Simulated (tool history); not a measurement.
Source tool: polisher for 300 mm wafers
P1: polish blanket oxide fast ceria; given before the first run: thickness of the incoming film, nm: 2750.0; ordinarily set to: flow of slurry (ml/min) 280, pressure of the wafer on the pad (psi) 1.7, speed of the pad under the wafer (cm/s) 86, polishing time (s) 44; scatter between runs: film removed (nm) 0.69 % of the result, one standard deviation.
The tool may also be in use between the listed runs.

| run | hour | flow of slurry (ml/min) | pressure of the wafer on the pad (psi) | speed of the pad under the wafer (cm/s) | polishing time (s) | wafers polished on this pad | hours since the slurry nozzle was cleaned | hours since the head pressure was calibrated | film removed (nm) |
|---|---|---|---|---|---|---|---|---|---|
| 1 | 18.1 | 280 | 1.7 | 86 | 44 | 691 | 562.1 | 187.9 | 363.71 |
| 2 | 30.9 | 280 | 2.7 | 86 | 44 | 799 | 574.9 | 200.7 | 576.16 |
| 3 | 49.4 | 280 | 1.7 | 114 | 32 | 953 | 593.4 | 219.2 | 348.88 |
| 4 | 57.8 | 280 | 0.8 | 86 | 44 | 1024 | 601.8 | 227.6 | 170.99 |
| 5 | 71.7 | 280 | 1.7 | 86 | 25 | 1140 | 615.7 | 241.5 | 207.86 |
| 6 | 84.6 | 280 | 1.7 | 128 | 44 | 1248 | 628.6 | 254.4 | 541.73 |
| 7 | 93.1 | 170 | 1.7 | 86 | 44 | 1319 | 637.1 | 262.9 | 338.24 |
| 8 | 106.2 | 280 | 1.7 | 86 | 44 | 1429 | 650.2 | 276.0 | 363.94 |
| 9 | 116.5 | 280 | 1.7 | 86 | 62 | 1515 | 660.5 | 286.3 | 514.60 |
| 10 | 130.9 | 355 | 1.7 | 128 | 44 | 1636 | 674.9 | 300.7 | 550.77 |
| 11 | 145.1 | 280 | 1.7 | 86 | 44 | 1755 | 689.1 | 314.9 | 363.02 |
| 12 | 163.9 | 280 | 1.7 | 86 | 44 | 1912 | 707.9 | 333.7 | 359.22 |
| 13 | 180.8 | 280 | 1.7 | 86 | 44 | 2053 | 724.8 | 350.6 | 367.89 |
| 14 | 199.6 | 410 | 1.7 | 86 | 44 | 2211 | 743.6 | 369.4 | 378.03 |
| 15 | 211.2 | 280 | 1.7 | 86 | 44 | 2308 | 755.2 | 381.0 | 364.79 |
| 16 | 219.6 | 280 | 1.7 | 38 | 44 | 2378 | 763.6 | 389.4 | 161.05 |
| 17 | 232.2 | 280 | 1.7 | 86 | 44 | 2484 | 776.2 | 402.0 | 367.76 |
| 18 | 247.9 | 280 | 1.7 | 86 | 44 | 2615 | 791.9 | 417.7 | 357.90 |
| 19 | 262.5 | 280 | 1.7 | 86 | 44 | 2737 | 806.5 | 432.3 | 356.10 |
| 20 | 276.3 | 280 | 1.7 | 86 | 44 | 2853 | 820.3 | 446.1 | 354.56 |
| 21 | 295.3 | 280 | 1.7 | 86 | 44 | 3012 | 839.3 | 465.1 | 348.85 |
|  | 308.2 | head pressure recalibrated |
| 22 | 309.0 | 280 | 1.7 | 86 | 44 | 3126 | 853.0 | 0.9 | 347.60 |

Run 23 comes next. What will it give?
| 23 | 321.4 | 280 | 1.7 | 86 | 44 | 3230 | 865.4 | 13.3 | ? |

Run 23 produced film removed (nm) 349.71.
